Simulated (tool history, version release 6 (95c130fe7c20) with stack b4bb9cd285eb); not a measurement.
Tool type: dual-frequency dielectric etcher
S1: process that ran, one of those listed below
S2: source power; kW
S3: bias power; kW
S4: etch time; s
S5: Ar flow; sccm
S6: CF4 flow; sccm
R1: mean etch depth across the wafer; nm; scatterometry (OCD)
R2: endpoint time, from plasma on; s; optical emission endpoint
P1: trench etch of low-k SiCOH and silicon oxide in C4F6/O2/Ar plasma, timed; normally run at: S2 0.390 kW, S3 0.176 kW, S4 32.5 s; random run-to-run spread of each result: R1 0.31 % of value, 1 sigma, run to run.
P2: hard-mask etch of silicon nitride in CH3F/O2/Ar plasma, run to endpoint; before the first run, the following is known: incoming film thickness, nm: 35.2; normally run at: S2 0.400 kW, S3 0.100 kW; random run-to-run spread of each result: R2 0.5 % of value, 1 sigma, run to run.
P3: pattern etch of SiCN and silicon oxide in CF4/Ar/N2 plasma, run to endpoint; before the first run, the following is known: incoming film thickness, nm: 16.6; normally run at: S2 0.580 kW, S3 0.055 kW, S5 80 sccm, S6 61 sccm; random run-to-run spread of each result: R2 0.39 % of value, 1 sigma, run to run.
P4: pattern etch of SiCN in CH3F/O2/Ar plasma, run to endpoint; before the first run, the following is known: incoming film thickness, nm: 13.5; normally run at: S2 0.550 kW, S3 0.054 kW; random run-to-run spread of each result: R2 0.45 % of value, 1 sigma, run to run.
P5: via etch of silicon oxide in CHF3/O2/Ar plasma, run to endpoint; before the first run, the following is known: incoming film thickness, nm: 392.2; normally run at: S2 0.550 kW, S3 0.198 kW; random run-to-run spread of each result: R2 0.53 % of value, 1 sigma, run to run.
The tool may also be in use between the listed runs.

run	hour	S1	S2	S3	S4	S5	S6	R1	R2
1	2.6	P1	0.390	0.176	32.5			96.266	
2	5.9	P3	0.580	0.055		55	61		15.830
3	9.4	P2	0.400	0.100					48.431
4	12.8	P4	0.370	0.054					40.815
5	16.1	P1	0.390	0.176	32.5			96.311	
6	18.0	P1	0.390	0.222	32.5			104.330	
7	21.0	P2	0.230	0.100					60.002
8	24.8	P1	0.390	0.176	40.5			120.110	
9	26.9	P5	0.550	0.198					202.870
10	30.7	P3	0.580	0.055		80	45		17.611
11	34.5	P1	0.390	0.176	32.5			96.685	
12	38.7	P1	0.250	0.176	32.5			80.964	
13	41.0	P1	0.390	0.138	18.0			49.726	
14	44.8	P3	0.580	0.055		80	61		16.713
# hour 45.2: wet clean of the chamber
15	48.4	P4	0.550	0.054					35.222
16	52.8	P1	0.390	0.176	32.5			96.586	
17	56.2	P1	0.390	0.176	32.5			96.987	
18	59.5	P1	0.390	0.220	41.0			131.140	
19	63.0	P3	0.400	0.055		80	61		23.304
20	65.2	P2	0.400	0.064					56.513
21	67.8	P1	0.390	0.133	44.0			120.620	
22	70.1	P3	0.580	0.070		80	61		15.565
23	73.4	P4	0.550	0.031					41.337
24	76.4	P5	0.330	0.198					245.180
25	80.7	P5	0.550	0.281					178.790
26	83.5	P1	0.530	0.176	32.5			109.400	
27	86.3	P2	0.400	0.100					48.050
28	89.9	P1	0.390	0.176	32.5			96.331	
29	92.4	P1	0.390	0.176	32.5			96.315	
30	96.3	P1	0.390	0.176	18.0			53.359	
31	98.9	P1	0.390	0.120	32.5			86.114	
32	103.3	P1	0.390	0.176	32.5			96.317	
33	107.0	P1	0.390	0.176	32.5			96.169	
34	109.9	P1	0.390	0.176	32.5			95.750	
35	111.9	P1	0.390	0.176	32.5			95.420	
# hour 115.3: wet clean of the chamber
36	116.3	P1	0.390	0.176	32.5			95.634	
37	118.3	P1	0.390	0.176	32.5			95.405	
38	122.3	P1	0.390	0.176	32.5			95.168	
39	126.4	P1	0.390	0.176	32.5			95.043	
40	129.5	P1	0.390	0.176	32.5			94.969	
41	132.4	P1	0.390	0.176	32.5			94.361	
42	135.1	P1	0.390	0.176	32.5			95.371	

The output of P1 has drifted from where it used to be. Each of the 2 causes below, taken at the size shown beside it, accounts for the log equally well:
A: source power that arrives under what is set, % = 3.94
B: bias power that arrives under what is set, % = 4.88
Creep in the process output first set in at about hour 103.3.
Each remaining cause and why it is not a fit:
chamber walls in a state that lowers the etch rate, %: serviced at hour 115.3, after the change had begun; the process did not return to its earlier output

You are offered 4 check runs, listed below with question marks in place of their results; each one averages 2 wafers. Which run separates the listed causes by giving clearly different results for each?
check 1	137.8	P3	0.490	0.055		80	61		?
check 2	137.8	P4	0.410	0.032					?
check 3	137.8	P2	0.400	0.071					?
check 4	137.8	P5	0.550	0.270					?

Outcome of each check run for each possible cause:
check	result	if A	if B
check 1	R2	20.196	19.788
check 2	R2	47.141	47.042
check 3	R2	55.375	55.472
check 4	R2	183.210	183.780
Minimum pairwise separation of causes per check, each pair taken at its best-separating result: check 1 2.04 %; check 2 0.21 %; check 3 0.17 %; check 4 0.31 %
The other checks would show nearly matching results whichever cause is true, so check 1 is the only one that separates the causes.

Running check 1 produced the following: R2 20.143 s. Which one of the listed causes fits?

It was cause A: source power that arrives under what is set, %.
